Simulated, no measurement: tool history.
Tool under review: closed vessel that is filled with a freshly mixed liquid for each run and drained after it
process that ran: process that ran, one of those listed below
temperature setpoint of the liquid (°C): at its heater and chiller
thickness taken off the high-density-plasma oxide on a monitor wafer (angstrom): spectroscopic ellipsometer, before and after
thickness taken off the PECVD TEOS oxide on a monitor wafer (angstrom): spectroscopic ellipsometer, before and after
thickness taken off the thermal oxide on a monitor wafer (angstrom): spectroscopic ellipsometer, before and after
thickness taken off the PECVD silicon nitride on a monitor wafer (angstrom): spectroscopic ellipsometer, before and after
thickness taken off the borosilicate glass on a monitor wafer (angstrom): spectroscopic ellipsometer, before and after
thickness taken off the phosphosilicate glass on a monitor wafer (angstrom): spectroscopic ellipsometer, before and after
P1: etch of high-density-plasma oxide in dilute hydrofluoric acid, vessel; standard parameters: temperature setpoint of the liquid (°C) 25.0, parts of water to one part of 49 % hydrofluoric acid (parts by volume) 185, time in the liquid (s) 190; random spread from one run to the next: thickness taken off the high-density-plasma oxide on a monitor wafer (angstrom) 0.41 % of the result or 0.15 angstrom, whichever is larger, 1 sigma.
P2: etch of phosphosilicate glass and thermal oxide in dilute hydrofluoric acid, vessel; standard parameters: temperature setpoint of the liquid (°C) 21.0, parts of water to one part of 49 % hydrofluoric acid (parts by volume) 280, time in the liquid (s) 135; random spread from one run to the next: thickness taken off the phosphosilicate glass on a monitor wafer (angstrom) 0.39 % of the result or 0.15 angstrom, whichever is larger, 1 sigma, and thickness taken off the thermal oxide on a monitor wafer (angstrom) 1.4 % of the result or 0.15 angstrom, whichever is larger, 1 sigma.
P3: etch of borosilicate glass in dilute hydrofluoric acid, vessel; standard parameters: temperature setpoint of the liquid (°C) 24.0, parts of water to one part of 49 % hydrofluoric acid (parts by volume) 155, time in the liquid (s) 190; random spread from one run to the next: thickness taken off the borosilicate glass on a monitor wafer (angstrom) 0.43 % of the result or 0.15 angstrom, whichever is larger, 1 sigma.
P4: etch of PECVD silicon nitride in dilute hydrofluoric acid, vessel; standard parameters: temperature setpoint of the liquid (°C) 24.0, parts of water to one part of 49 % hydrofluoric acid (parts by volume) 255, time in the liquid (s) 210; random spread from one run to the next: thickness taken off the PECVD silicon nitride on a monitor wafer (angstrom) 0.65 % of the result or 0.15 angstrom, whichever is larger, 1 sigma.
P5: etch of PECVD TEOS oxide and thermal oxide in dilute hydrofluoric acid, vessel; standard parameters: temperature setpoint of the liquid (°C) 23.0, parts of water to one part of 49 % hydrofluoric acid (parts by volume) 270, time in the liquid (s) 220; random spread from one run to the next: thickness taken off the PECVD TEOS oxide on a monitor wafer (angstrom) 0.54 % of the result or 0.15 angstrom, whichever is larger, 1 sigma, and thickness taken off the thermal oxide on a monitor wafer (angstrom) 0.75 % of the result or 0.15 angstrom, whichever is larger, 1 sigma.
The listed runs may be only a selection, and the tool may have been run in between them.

run	hour	process that ran	temperature setpoint of the liquid (°C)	parts of water to one part of 49 % hydrofluoric acid (parts by volume)	time in the liquid (s)	hours since the thermometer was replaced	hours since the hydrofluoric acid flow meter was replaced	thickness taken off the high-density-plasma oxide on a monitor wafer (angstrom)	thickness taken off the PECVD TEOS oxide on a monitor wafer (angstrom)	thickness taken off the thermal oxide on a monitor wafer (angstrom)	thickness taken off the PECVD silicon nitride on a monitor wafer (angstrom)	thickness taken off the borosilicate glass on a monitor wafer (angstrom)	thickness taken off the phosphosilicate glass on a monitor wafer (angstrom)
1	9.6	P1	25.0	185	190	1285.8	189.4	47.981					
2	16.2	P1	25.0	60	190	1292.4	196.0	173.170					
3	27.6	P5	23.0	140	220	1303.8	207.4		219.600	71.3710			
4	35.3	P5	30.0	270	220	1311.5	215.1		125.870	41.4010			
5	42.4	P4	24.0	255	210	1318.6	222.2				47.0970		
6	50.0	P3	24.0	25	190	1326.2	229.8					3693.60	
7	58.1	P5	23.0	270	220	1334.3	237.9		97.522	32.9950			
8	69.4	P1	32.5	185	190	1345.6	249.2	62.993					
9	81.5	P1	30.5	315	190	1357.7	261.3	29.940					
10	88.4	P1	25.0	185	190	1364.6	268.2	48.627					
11	100.0	P5	23.0	270	220	1376.2	279.8		97.638	32.8720			
12	108.4	P1	19.0	185	190	1384.6	288.2	38.435					
13	121.2	P1	25.0	185	310	1397.4	301.0	78.996					
14	132.7	P1	25.0	185	190	1408.9	312.5	48.079					
# hour 133.3: hydrofluoric acid flow meter replaced
15	144.9	P5	23.0	270	125	1421.1	11.7		55.840	18.5990			
16	153.7	P2	21.0	500	135	1429.9	20.5			7.4962			118.46
17	162.7	P1	25.0	185	85	1438.9	29.5	21.568					
18	172.3	P2	21.0	280	135	1448.5	39.1			15.9090			256.42
19	179.3	P4	24.0	450	210	1455.5	46.1				26.7070		
20	188.1	P3	24.0	155	285	1464.3	54.9					765.14	
21	198.0	P2	17.0	280	135	1474.2	64.8			14.0630			218.86
22	206.5	P3	24.0	155	190	1482.7	73.3					510.82	
23	217.3	P1	25.0	185	190	1493.5	84.1	48.556					
24	226.9	P2	21.0	280	135	1503.1	93.7			16.8500			257.22
25	233.5	P1	25.0	185	190	1509.7	100.3	48.030					
26	242.6	P1	25.0	185	190	1518.8	109.4	48.640					
27	249.5	P1	25.0	185	190	1525.7	116.3	48.397					
28	256.6	P4	24.0	255	30	1532.8	123.4				6.4703		
29	262.6	P1	25.0	260	190	1538.8	129.4	31.789					
30	272.5	P4	30.0	255	210	1548.7	139.3				68.0500		
31	283.6	P2	21.0	280	265	1559.8	150.4			32.7870			503.64
32	291.9	P3	20.0	155	190	1568.1	158.7					437.61	
33	303.4	P1	25.0	185	190	1579.6	170.2	48.210					
34	312.9	P1	25.0	185	190	1589.1	179.7	49.210					
35	326.0	P1	25.0	185	190	1602.2	192.8	50.444					
36	334.0	P1	25.0	185	190	1610.2	200.8	50.355					
37	345.3	P1	25.0	185	190	1621.5	212.1	50.776					
38	355.0	P1	25.0	185	190	1631.2	221.8	50.427					
39	365.6	P1	25.0	185	190	1641.8	232.4	51.287					
40	376.9	P1	25.0	185	190	1653.1	243.7	51.151					
41	388.7	P1	25.0	185	190	1664.9	255.5	51.196					
42	400.9	P1	25.0	185	190	1677.1	267.7	51.285					

The output of P1 has drifted from where it used to be. Each of the 2 causes below, taken at the size shown beside it, accounts for the log equally well:
A: hydrofluoric acid flow above the setpoint (%) = 5.12
B: liquid hotter than its thermometer reads (K) = 1.65
The onset of the drift is placed at about hour 303.4.

4 check runs are offered, one wafer each, their results left as question marks. Which one tells the causes apart?
check 1	413.1	P4	24.0	255	210						?		
check 2	413.1	P2	21.0	280	135					?			?
check 3	413.1	P3	24.0	155	190							?	
check 4	413.1	P5	23.0	270	220				?	?			

If the cause were each of the candidates in turn, the checks would give the following:
check	result	if A	if B
check 1	thickness taken off the PECVD silicon nitride on a monitor wafer (angstrom)	50.0000	52.6690
check 2	thickness taken off the thermal oxide on a monitor wafer (angstrom)	17.3220	17.2680
check 2	thickness taken off the phosphosilicate glass on a monitor wafer (angstrom)	272.37	271.52
check 3	thickness taken off the borosilicate glass on a monitor wafer (angstrom)	540.86	542.90
check 4	thickness taken off the PECVD TEOS oxide on a monitor wafer (angstrom)	104.630	104.170
check 4	thickness taken off the thermal oxide on a monitor wafer (angstrom)	34.5730	34.4210
Gap, in per cent, between the two causes that each check separates least, read from the result that separates them most: check 1 5.2 %; check 2 0.31 %; check 3 0.38 %; check 4 0.44 %
The other checks would show nearly matching results whichever cause is true, so check 1 is the only one that separates the causes.

Check 1 has now been run. It gave: thickness taken off the PECVD silicon nitride on a monitor wafer (angstrom) 53.0490. Which of the candidate causes is it?

Of the candidate causes, it is B: liquid hotter than its thermometer reads (K).
